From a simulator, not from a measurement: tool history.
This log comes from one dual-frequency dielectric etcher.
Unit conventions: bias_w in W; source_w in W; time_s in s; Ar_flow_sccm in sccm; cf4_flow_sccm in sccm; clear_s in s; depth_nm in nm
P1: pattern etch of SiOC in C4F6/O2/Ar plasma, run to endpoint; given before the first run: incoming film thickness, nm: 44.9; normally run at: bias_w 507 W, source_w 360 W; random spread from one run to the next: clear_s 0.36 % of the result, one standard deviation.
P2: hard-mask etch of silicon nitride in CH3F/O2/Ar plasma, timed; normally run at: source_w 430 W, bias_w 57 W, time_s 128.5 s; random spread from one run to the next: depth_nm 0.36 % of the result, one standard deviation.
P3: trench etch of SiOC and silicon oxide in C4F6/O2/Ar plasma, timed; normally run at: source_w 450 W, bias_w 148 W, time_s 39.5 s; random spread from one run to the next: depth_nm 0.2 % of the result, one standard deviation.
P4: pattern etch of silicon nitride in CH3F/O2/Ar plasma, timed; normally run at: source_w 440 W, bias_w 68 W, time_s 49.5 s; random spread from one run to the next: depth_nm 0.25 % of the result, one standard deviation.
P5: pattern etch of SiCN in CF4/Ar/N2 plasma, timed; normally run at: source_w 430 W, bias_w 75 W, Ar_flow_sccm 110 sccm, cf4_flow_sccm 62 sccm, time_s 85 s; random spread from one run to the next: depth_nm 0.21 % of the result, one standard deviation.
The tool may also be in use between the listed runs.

run	day	process	bias_w	source_w	time_s	Ar_flow_sccm	cf4_flow_sccm	clear_s	depth_nm
1	0.183	P1	507	360				16.135	
2	0.508	P1	507	360				16.142	
3	0.717	P1	507	280				17.809	
4	0.954	P4	68	440	49.5				34.044
5	1.283	P2	57	430	157				105.09
6	1.5	P1	410	360				17.437	
7	1.871	P3	192	450	39.5				81.159
8	2.221	P5	75	430	56.5	110	62		45.442
9	2.496	P5	75	430	85	110	47		65.197
10	2.879	P1	717	360				14.064	
11	3.171	P1	507	360				16.154	
12	3.442	P1	507	480				14.494	
13	3.729	P2	57	260	128.5				70.35
14	3.912	P5	75	430	85	110	62		68.235
15	4.288	P1	507	360				16.145	
16	4.529	P4	68	570	49.5				37.634
17	4.717	P3	148	450	39.5				74.955
18	5.05	P2	77	430	128.5				94.549
19	5.342	P4	68	440	49.5				34.129
20	5.725	P5	75	430	85	70	62		73.156
# day 6.05: bias power generator calibrated
21	6.121	P4	68	440	27				18.573
22	6.483	P4	96	440	49.5				38.359
23	6.821	P1	507	360				16.124	
24	7.029	P1	632	220				17.665	
25	7.321	P1	507	360				16.072	
26	7.504	P5	75	530	85	110	62		81.994
27	7.8	P2	57	430	128.5				85.191
28	8.196	P3	148	280	39.5				62.18
29	8.388	P3	148	450	52				98.541
30	8.712	P5	48	430	85	110	62		58.526
31	8.958	P5	75	430	85	110	62		68.255
32	9.175	P1	365	460				16.607	
33	9.388	P1	507	360				16.133	
34	9.688	P1	507	360				16.264	
35	9.942	P1	507	360				16.379	
# day 9.979: wet clean of the chamber
36	10.15	P1	507	360				16.462	
37	10.542	P1	507	360				16.447	
38	10.842	P1	507	360				16.354	
39	11.046	P1	507	360				16.438	

P1 has crept away from where it was. The log is fitted equally well by each of these 2 causes, at the sizes shown:
A: source power that arrives under what is set, % = 4.74
B: bias power that arrives under what is set, % = 4.65
The onset of the drift is placed at about day 9.388.
Every other cause this tool's parts could produce, and why it does not fit the log:
chamber walls in a state that lowers the etch rate, %: work on it at day 9.979, done after the drift set in, did not restore what the process gave before

The check runs listed below each take one wafer, and their results are still question marks. Under which run would the listed causes lead to clearly different results?
check 1	11.25	P3	148	450	39.5				?
check 2	11.25	P5	75	430	85	110	62		?
check 3	11.25	P4	68	440	49.5				?
check 4	11.25	P2	57	430	128.5				?

Check results expected under each cause:
check	result	if A	if B
check 1	depth_nm	73.599	73.966
check 2	depth_nm	65.531	67.203
check 3	depth_nm	33.412	33.5
check 4	depth_nm	83.861	84.153
Separation of the two closest causes in each check, using whichever result separates them best: check 1 0.5 %; check 2 2.52 %; check 3 0.26 %; check 4 0.35 %
Check 2 distinguishes between the causes, while the remaining checks would return nearly the same result for all of them.

The results of check 2 are: depth_nm 65.405 nm. Based on these, which of the listed causes is it?

Of the candidate causes, it is A: source power that arrives under what is set, %.

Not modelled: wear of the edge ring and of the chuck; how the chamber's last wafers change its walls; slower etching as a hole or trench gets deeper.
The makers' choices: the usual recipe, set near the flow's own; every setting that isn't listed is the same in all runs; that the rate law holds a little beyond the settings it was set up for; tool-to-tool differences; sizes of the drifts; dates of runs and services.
